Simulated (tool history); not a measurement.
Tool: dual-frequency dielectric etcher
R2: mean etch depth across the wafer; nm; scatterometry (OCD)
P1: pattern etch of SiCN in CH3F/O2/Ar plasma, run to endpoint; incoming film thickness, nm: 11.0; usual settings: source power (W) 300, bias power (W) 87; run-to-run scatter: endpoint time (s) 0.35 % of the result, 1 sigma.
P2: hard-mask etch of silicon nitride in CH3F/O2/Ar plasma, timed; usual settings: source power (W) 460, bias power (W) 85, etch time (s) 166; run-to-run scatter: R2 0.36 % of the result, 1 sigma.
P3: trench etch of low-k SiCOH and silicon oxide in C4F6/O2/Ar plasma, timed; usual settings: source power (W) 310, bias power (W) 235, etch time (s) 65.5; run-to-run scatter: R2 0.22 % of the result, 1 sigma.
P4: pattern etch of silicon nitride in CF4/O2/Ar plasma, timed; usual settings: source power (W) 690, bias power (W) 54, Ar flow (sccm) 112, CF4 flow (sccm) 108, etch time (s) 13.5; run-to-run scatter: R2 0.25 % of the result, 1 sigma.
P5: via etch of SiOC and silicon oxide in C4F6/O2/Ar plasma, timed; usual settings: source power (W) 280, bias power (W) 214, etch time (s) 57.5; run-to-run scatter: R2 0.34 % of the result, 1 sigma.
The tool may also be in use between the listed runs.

run 1 hour=8.2 | process_that_ran=P1 source_power_(W)=300 bias_power_(W)=87 | endpoint_time_(s)=30.814
run 2 hour=17.3 | process_that_ran=P5 source_power_(W)=200 bias_power_(W)=214 etch_time_(s)=57.5 | R2=52.801
run 3 hour=24 | process_that_ran=P4 source_power_(W)=970 bias_power_(W)=54 etch_time_(s)=13.5 Ar_flow_(sccm)=112 CF4_flow_(sccm)=108 | R2=48.226
run 4 hour=30.7 | process_that_ran=P1 source_power_(W)=230 bias_power_(W)=55 | endpoint_time_(s)=40.133
run 5 hour=37 | process_that_ran=P1 source_power_(W)=210 bias_power_(W)=69 | endpoint_time_(s)=38.322
run 6 hour=44 | process_that_ran=P1 source_power_(W)=410 bias_power_(W)=87 | endpoint_time_(s)=27.513
run 7 hour=51.5 | process_that_ran=P5 source_power_(W)=280 bias_power_(W)=166 etch_time_(s)=57.5 | R2=55.302
run 8 hour=57.9 | process_that_ran=P3 source_power_(W)=310 bias_power_(W)=235 etch_time_(s)=65.5 | R2=216.64
run 9 hour=63.3 | process_that_ran=P4 source_power_(W)=690 bias_power_(W)=54 etch_time_(s)=13.5 Ar_flow_(sccm)=112 CF4_flow_(sccm)=148 | R2=37.307
run 10 hour=71.2 | process_that_ran=P1 source_power_(W)=300 bias_power_(W)=87 | endpoint_time_(s)=30.89
run 11 hour=79.8 | process_that_ran=P4 source_power_(W)=690 bias_power_(W)=35 etch_time_(s)=13.5 Ar_flow_(sccm)=112 CF4_flow_(sccm)=108 | R2=30.682
run 12 hour=85.9 | process_that_ran=P3 source_power_(W)=310 bias_power_(W)=283 etch_time_(s)=65.5 | R2=229.17
run 13 hour=92.1 | process_that_ran=P2 source_power_(W)=460 bias_power_(W)=85 etch_time_(s)=219.5 | R2=174.77
run 14 hour=101 | process_that_ran=P5 source_power_(W)=280 bias_power_(W)=214 etch_time_(s)=75 | R2=78.134
run 15 hour=107 | process_that_ran=P2 source_power_(W)=460 bias_power_(W)=85 etch_time_(s)=166 | R2=132.11
run 16 hour=115.6 | process_that_ran=P3 source_power_(W)=370 bias_power_(W)=235 etch_time_(s)=65.5 | R2=231.79
run 17 hour=123.9 | process_that_ran=P5 source_power_(W)=280 bias_power_(W)=214 etch_time_(s)=57.5 | R2=60.422
run 18 hour=128.6 | process_that_ran=P4 source_power_(W)=690 bias_power_(W)=54 etch_time_(s)=13.5 Ar_flow_(sccm)=144 CF4_flow_(sccm)=108 | R2=34.828
run 19 hour=137.2 | process_that_ran=P3 source_power_(W)=310 bias_power_(W)=235 etch_time_(s)=36 | R2=117.86
run 20 hour=144.4 | process_that_ran=P1 source_power_(W)=300 bias_power_(W)=105 | endpoint_time_(s)=28.783
run 21 hour=153.3 | process_that_ran=P1 source_power_(W)=410 bias_power_(W)=67 | endpoint_time_(s)=30.28
run 22 hour=162.4 | process_that_ran=P2 source_power_(W)=460 bias_power_(W)=85 etch_time_(s)=166 | R2=132.72
run 23 hour=167.3 | process_that_ran=P3 source_power_(W)=310 bias_power_(W)=235 etch_time_(s)=65.5 | R2=215.22
run 24 hour=174.6 | process_that_ran=P1 source_power_(W)=300 bias_power_(W)=87 | endpoint_time_(s)=30.72
run 25 hour=178.7 | process_that_ran=P2 source_power_(W)=460 bias_power_(W)=59 etch_time_(s)=166 | R2=117.55
run 26 hour=184.6 | process_that_ran=P5 source_power_(W)=280 bias_power_(W)=214 etch_time_(s)=57.5 | R2=60.28
run 27 hour=191.7 | process_that_ran=P1 source_power_(W)=300 bias_power_(W)=87 | endpoint_time_(s)=30.905
run 28 hour=196.3 | process_that_ran=P1 source_power_(W)=210 bias_power_(W)=87 | endpoint_time_(s)=35.156
run 29 hour=202.1 | process_that_ran=P4 source_power_(W)=690 bias_power_(W)=54 etch_time_(s)=8.5 Ar_flow_(sccm)=112 CF4_flow_(sccm)=108 | R2=22.658
run 30 hour=210.8 | process_that_ran=P1 source_power_(W)=300 bias_power_(W)=87 | endpoint_time_(s)=30.88
-- hour=214.5 source power generator calibrated
run 31 hour=217 | process_that_ran=P4 source_power_(W)=690 bias_power_(W)=54 etch_time_(s)=13.5 Ar_flow_(sccm)=112 CF4_flow_(sccm)=108 | R2=35.748
run 32 hour=225.8 | process_that_ran=P2 source_power_(W)=590 bias_power_(W)=85 etch_time_(s)=166 | R2=145.92
run 33 hour=234.7 | process_that_ran=P4 source_power_(W)=690 bias_power_(W)=54 etch_time_(s)=13.5 Ar_flow_(sccm)=112 CF4_flow_(sccm)=108 | R2=35.8
run 34 hour=239.4 | process_that_ran=P1 source_power_(W)=300 bias_power_(W)=55 | endpoint_time_(s)=36.607
run 35 hour=248.2 | process_that_ran=P1 source_power_(W)=300 bias_power_(W)=87 | endpoint_time_(s)=30.884
run 36 hour=256.9 | process_that_ran=P1 source_power_(W)=300 bias_power_(W)=87 | endpoint_time_(s)=31.097
run 37 hour=265.7 | process_that_ran=P1 source_power_(W)=300 bias_power_(W)=87 | endpoint_time_(s)=31.113
run 38 hour=272.8 | process_that_ran=P1 source_power_(W)=300 bias_power_(W)=87 | endpoint_time_(s)=31.456
run 39 hour=281.6 | process_that_ran=P1 source_power_(W)=300 bias_power_(W)=87 | endpoint_time_(s)=31.364
-- hour=285.9 wet clean of the chamber
run 40 hour=290.5 | process_that_ran=P1 source_power_(W)=300 bias_power_(W)=87 | endpoint_time_(s)=31.557
run 41 hour=295.8 | process_that_ran=P1 source_power_(W)=300 bias_power_(W)=87 | endpoint_time_(s)=31.554
run 42 hour=301.2 | process_that_ran=P1 source_power_(W)=300 bias_power_(W)=87 | endpoint_time_(s)=31.44
run 43 hour=307.6 | process_that_ran=P1 source_power_(W)=300 bias_power_(W)=87 | endpoint_time_(s)=31.528
run 44 hour=313.1 | process_that_ran=P1 source_power_(W)=300 bias_power_(W)=87 | endpoint_time_(s)=31.623

What P1 gives has crept away from where it was. These 2 causes fit the log equally well, each at the size given:
A: bias power that arrives under what is set, % = 4.63
B: source power that arrives under what is set, % = 4.67
The creep began at about hour 248.2.
Why every other cause is out:
chamber walls in a state that lowers the etch rate, %: serviced at hour 285.9, which brought nothing back

4 check runs are offered, one wafer each, their results left as question marks. Which one tells the causes apart?
run check 1 hour=318.6 | process_that_ran=P3 source_power_(W)=310 bias_power_(W)=235 etch_time_(s)=65.5 | R2=?
run check 2 hour=318.6 | process_that_ran=P2 source_power_(W)=460 bias_power_(W)=85 etch_time_(s)=166 | R2=?
run check 3 hour=318.6 | process_that_ran=P5 source_power_(W)=280 bias_power_(W)=214 etch_time_(s)=57.5 | R2=?
run check 4 hour=318.6 | process_that_ran=P4 source_power_(W)=690 bias_power_(W)=54 etch_time_(s)=13.5 Ar_flow_(sccm)=112 CF4_flow_(sccm)=108 | R2=?

What each check would give under each cause:
check=check_1 result=R2 if_A=212.03 if_B=211.55
check=check_2 result=R2 if_A=130.47 if_B=130.29
check=check_3 result=R2 if_A=59.068 if_B=58.945
check=check_4 result=R2 if_A=35.28 if_B=34.441
How far apart the two closest causes lie, in the result that separates them most: check 1 0.22 %; check 2 0.14 %; check 3 0.21 %; check 4 2.41 %
Check 4 tells the causes apart: in the others they would give nearly the same result.

Then check 4 was run and gave: R2 34.392 nm. Which cause is it?

It is B: source power that arrives under what is set, %.
